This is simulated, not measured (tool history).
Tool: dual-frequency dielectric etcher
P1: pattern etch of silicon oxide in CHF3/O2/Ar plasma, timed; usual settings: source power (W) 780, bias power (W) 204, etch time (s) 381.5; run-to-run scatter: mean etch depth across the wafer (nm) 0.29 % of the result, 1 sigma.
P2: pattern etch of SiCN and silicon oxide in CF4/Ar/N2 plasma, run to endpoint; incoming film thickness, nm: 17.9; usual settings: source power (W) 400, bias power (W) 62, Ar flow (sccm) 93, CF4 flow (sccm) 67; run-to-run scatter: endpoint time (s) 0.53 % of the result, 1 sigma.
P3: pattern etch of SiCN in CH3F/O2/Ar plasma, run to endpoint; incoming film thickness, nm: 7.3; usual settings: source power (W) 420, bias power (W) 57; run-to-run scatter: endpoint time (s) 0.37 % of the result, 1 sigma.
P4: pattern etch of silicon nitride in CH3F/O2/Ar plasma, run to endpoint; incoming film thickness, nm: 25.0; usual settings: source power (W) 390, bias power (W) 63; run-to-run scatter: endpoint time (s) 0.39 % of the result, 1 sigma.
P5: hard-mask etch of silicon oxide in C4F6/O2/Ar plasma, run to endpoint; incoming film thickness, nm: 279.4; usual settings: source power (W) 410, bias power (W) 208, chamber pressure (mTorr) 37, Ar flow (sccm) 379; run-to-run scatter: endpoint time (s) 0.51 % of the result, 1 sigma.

| run | hour | process that ran | source power (W) | bias power (W) | etch time (s) | chamber pressure (mTorr) | Ar flow (sccm) | CF4 flow (sccm) | mean etch depth across the wafer (nm) | endpoint time (s) |
|---|---|---|---|---|---|---|---|---|---|---|
| 1 | 15.1 | P1 | 780 | 204 | 381.5 |  |  |  | 856.88 |  |
| 2 | 22.6 | P5 | 410 | 208 |  | 51 | 379 |  |  | 96.158 |
| 3 | 33.6 | P2 | 400 | 36 |  |  | 93 | 67 |  | 28.627 |
| 4 | 43.3 | P2 | 270 | 62 |  |  | 93 | 67 |  | 34.149 |
| 5 | 50.7 | P2 | 400 | 62 |  |  | 70 | 67 |  | 23.269 |
| 6 | 60.5 | P3 | 420 | 57 |  |  |  |  |  | 20.868 |
| 7 | 76.2 | P1 | 780 | 204 | 381.5 |  |  |  | 858.54 |  |
| 8 | 87.2 | P5 | 410 | 155 |  | 37 | 379 |  |  | 100.55 |
| 9 | 101 | P4 | 390 | 63 |  |  |  |  |  | 39.06 |
| 10 | 113.2 | P1 | 510 | 204 | 381.5 |  |  |  | 730.6 |  |
| 11 | 120.8 | P5 | 560 | 208 |  | 37 | 379 |  |  | 81.997 |
| 12 | 136.7 | P1 | 630 | 253 | 381.5 |  |  |  | 856.67 |  |
| 13 | 151.3 | P3 | 420 | 57 |  |  |  |  |  | 20.886 |
| 14 | 158.8 | P5 | 410 | 208 |  | 37 | 450 |  |  | 93.998 |
| 15 | 171.4 | P1 | 950 | 204 | 381.5 |  |  |  | 923.83 |  |
| 16 | 181.4 | P3 | 270 | 57 |  |  |  |  |  | 24.515 |
| 17 | 195.5 | P1 | 780 | 269 | 381.5 |  |  |  | 947.19 |  |
| 18 | 205.9 | P4 | 490 | 63 |  |  |  |  |  | 35.494 |
| 19 | 214 | P1 | 780 | 162 | 381.5 |  |  |  | 795.61 |  |
| 20 | 223.2 | P2 | 400 | 62 |  |  | 93 | 90 |  | 23.204 |
| 21 | 234.3 | P1 | 780 | 204 | 464.5 |  |  |  | 1042 |  |
| 22 | 241.4 | P1 | 780 | 204 | 381.5 |  |  |  | 858.09 |  |
| 23 | 254.5 | P1 | 780 | 204 | 225 |  |  |  | 506.03 |  |
| 24 | 262.2 | P1 | 920 | 204 | 264 |  |  |  | 629.79 |  |
| 25 | 273.3 | P4 | 390 | 77 |  |  |  |  |  | 36.256 |
|  | 277.6 | source power generator calibrated |
| 26 | 281.6 | P1 | 780 | 204 | 381.5 |  |  |  | 859.65 |  |
| 27 | 295.7 | P5 | 410 | 208 |  | 37 | 379 |  |  | 92.836 |
| 28 | 310.1 | P1 | 780 | 204 | 381.5 |  |  |  | 858.25 |  |
| 29 | 320.2 | P2 | 400 | 62 |  |  | 93 | 67 |  | 24.324 |
| 30 | 334.5 | P3 | 420 | 35 |  |  |  |  |  | 24.315 |
| 31 | 349 | P1 | 780 | 204 | 381.5 |  |  |  | 852.51 |  |
| 32 | 359.7 | P1 | 780 | 204 | 381.5 |  |  |  | 850.74 |  |

Forecast run 33:
| 33 | 373.4 | P1 | 780 | 204 | 381.5 |  |  |  | ? |  |

mean etch depth across the wafer (nm): 846.17
